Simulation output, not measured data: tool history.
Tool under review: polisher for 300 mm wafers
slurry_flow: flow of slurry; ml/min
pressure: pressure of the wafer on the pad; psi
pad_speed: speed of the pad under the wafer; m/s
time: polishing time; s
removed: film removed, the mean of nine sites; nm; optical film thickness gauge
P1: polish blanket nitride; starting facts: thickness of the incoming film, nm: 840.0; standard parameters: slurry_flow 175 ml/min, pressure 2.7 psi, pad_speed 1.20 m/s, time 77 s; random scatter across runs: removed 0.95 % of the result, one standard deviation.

| run | hour | slurry_flow | pressure | pad_speed | time | removed |
|---|---|---|---|---|---|---|
| 1 | 7.8 | 175 | 2.7 | 1.20 | 77 | 136.210 |
| 2 | 15.9 | 175 | 2.7 | 1.20 | 77 | 136.730 |
| 3 | 25.6 | 175 | 2.7 | 1.20 | 77 | 137.080 |
| 4 | 32.5 | 175 | 2.7 | 1.20 | 43 | 76.044 |
| 5 | 45.9 | 175 | 2.7 | 1.20 | 77 | 135.200 |
| 6 | 52.5 | 175 | 1.4 | 1.20 | 77 | 70.501 |
| 7 | 66.2 | 175 | 2.7 | 0.78 | 77 | 95.930 |
| 8 | 76.4 | 175 | 2.7 | 1.56 | 113 | 244.730 |
| 9 | 86.2 | 240 | 2.7 | 1.20 | 77 | 140.680 |
| 10 | 100.5 | 175 | 4.0 | 1.20 | 77 | 200.400 |
| 11 | 107.9 | 175 | 2.7 | 1.20 | 114 | 201.620 |
| 12 | 120.8 | 175 | 2.7 | 1.20 | 77 | 135.950 |
| 13 | 129.3 | 105 | 2.7 | 1.20 | 77 | 123.000 |
| 14 | 137.1 | 175 | 2.7 | 1.68 | 77 | 176.340 |
| 15 | 150.7 | 175 | 2.7 | 1.20 | 77 | 136.430 |
| 16 | 163.4 | 175 | 2.7 | 1.20 | 77 | 130.300 |
| 17 | 173.4 | 175 | 2.7 | 1.20 | 77 | 129.190 |
|  | 185.5 | head pressure recalibrated |
| 18 | 187.7 | 175 | 2.7 | 1.20 | 77 | 126.310 |
| 19 | 196.1 | 175 | 2.7 | 1.20 | 77 | 122.460 |
| 20 | 203.3 | 175 | 2.7 | 1.20 | 77 | 122.970 |
| 21 | 212.8 | 175 | 2.7 | 1.20 | 77 | 125.190 |
| 22 | 224.9 | 175 | 2.7 | 1.20 | 77 | 121.770 |
| 23 | 236.0 | 175 | 2.7 | 1.20 | 77 | 125.660 |
| 24 | 247.7 | 175 | 2.7 | 1.20 | 77 | 124.410 |

The log shows P1 creeping away from where it was. Any of the 2 causes listed here, at the size stated for it, fits the log just as well as the others:
A: slurry flow missing at the pad, % = 38.3
B: removal rate lost through wear of the pad, % = 8.7
Creep in the process output first set in at about hour 150.7.
Other possible causes, and why each is ruled out:
head's pressure below its setpoint, %: maintenance at hour 185.5, after the shift began, did not return the process to its former output

Each of the check runs listed below is run on 3 wafers and reports their average, with the results left as question marks. Pick the one under which the possible causes would lead to clearly different results.
| check 1 | 259.4 | 175 | 2.1 | 1.20 | 77 | ? |
| check 2 | 259.4 | 175 | 3.6 | 1.20 | 77 | ? |
| check 3 | 259.4 | 115 | 2.7 | 1.20 | 77 | ? |
| check 4 | 259.4 | 175 | 2.7 | 0.84 | 77 | ? |

What every check run would give for each of its results, assuming each possible cause in turn:
| check | result | if A | if B |
|---|---|---|---|
| check 1 | removed | 96.097 | 96.104 |
| check 2 | removed | 164.740 | 164.750 |
| check 3 | removed | 109.780 | 114.430 |
| check 4 | removed | 92.882 | 92.889 |
Separation of the two closest causes in each check, using whichever result separates them best: check 1 0.01 %; check 2 0.01 %; check 3 4.14 %; check 4 0.01 %
Check 3 is the one run that separates the causes; every other check would come out nearly the same whichever cause is at work.

Check 3 was carried out, with these results: removed 115.410 nm. Which of the listed causes is responsible?

It is B: removal rate lost through wear of the pad, %.
